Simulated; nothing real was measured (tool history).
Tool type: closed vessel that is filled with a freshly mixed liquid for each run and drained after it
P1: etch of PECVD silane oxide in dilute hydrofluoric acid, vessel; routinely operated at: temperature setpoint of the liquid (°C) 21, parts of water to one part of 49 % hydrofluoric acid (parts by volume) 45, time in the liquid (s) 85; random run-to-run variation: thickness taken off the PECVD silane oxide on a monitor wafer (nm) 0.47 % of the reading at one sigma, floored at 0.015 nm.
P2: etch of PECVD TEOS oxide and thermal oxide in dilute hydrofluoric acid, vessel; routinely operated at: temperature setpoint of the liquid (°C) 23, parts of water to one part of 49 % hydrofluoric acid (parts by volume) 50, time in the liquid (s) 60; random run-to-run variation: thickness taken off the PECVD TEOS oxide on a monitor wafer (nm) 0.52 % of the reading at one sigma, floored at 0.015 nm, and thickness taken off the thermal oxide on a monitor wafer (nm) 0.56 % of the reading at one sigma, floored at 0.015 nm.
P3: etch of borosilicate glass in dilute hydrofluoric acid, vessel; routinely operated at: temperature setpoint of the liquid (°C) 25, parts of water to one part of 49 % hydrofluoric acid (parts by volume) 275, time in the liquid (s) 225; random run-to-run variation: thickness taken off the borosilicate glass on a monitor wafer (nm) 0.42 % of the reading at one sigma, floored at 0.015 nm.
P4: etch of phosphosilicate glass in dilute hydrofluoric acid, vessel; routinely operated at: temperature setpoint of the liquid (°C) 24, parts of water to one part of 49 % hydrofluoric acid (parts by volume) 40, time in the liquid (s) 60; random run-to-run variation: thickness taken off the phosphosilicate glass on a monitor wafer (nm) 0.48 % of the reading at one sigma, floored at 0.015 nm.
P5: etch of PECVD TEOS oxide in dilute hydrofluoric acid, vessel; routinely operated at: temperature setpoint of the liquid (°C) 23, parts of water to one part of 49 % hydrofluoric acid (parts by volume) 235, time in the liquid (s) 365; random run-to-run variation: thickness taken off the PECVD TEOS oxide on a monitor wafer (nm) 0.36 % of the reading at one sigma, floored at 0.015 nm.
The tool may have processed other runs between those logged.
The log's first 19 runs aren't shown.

run	hour	process that ran	temperature setpoint of the liquid (°C)	parts of water to one part of 49 % hydrofluoric acid (parts by volume)	time in the liquid (s)	hours since the thermometer was replaced	hours since the hydrofluoric acid flow meter was replaced	thickness taken off the PECVD silane oxide on a monitor wafer (nm)	thickness taken off the phosphosilicate glass on a monitor wafer (nm)	thickness taken off the PECVD TEOS oxide on a monitor wafer (nm)	thickness taken off the thermal oxide on a monitor wafer (nm)	thickness taken off the borosilicate glass on a monitor wafer (nm)
20	72.3	P4	24	40	30	842.2	531.7		70.228			
21	76.5	P3	25	505	225	846.4	535.9					6.8923
22	81.5	P1	28	75	85	851.4	540.9	20.4890				
23	85.7	P3	25	275	30	855.6	545.1					2.0773
24	90.7	P4	24	20	60	860.6	550.1		290.220			
25	95.7	P3	30	275	225	865.6	555.1					18.2320
26	99.1	P1	21	65	85	869.0	558.5	17.8690				
27	101.6	P3	25	275	225	871.5	561.0					15.6000
28	106.2	P1	27	45	85	876.1	565.6	33.9230				
29	109.4	P4	32	40	60	879.3	568.8		193.900			
30	114.3	P2	29	50	60	884.2	573.7			14.6000	8.1100	
31	117.3	P2	23	50	60	887.2	576.7			11.3250	6.3139	

The next listed run, before its measurement:
32	120.3	P1	21	45	85	890.2	579.7	?				

Run 32 produced thickness taken off the PECVD silane oxide on a monitor wafer (nm) 26.5340.
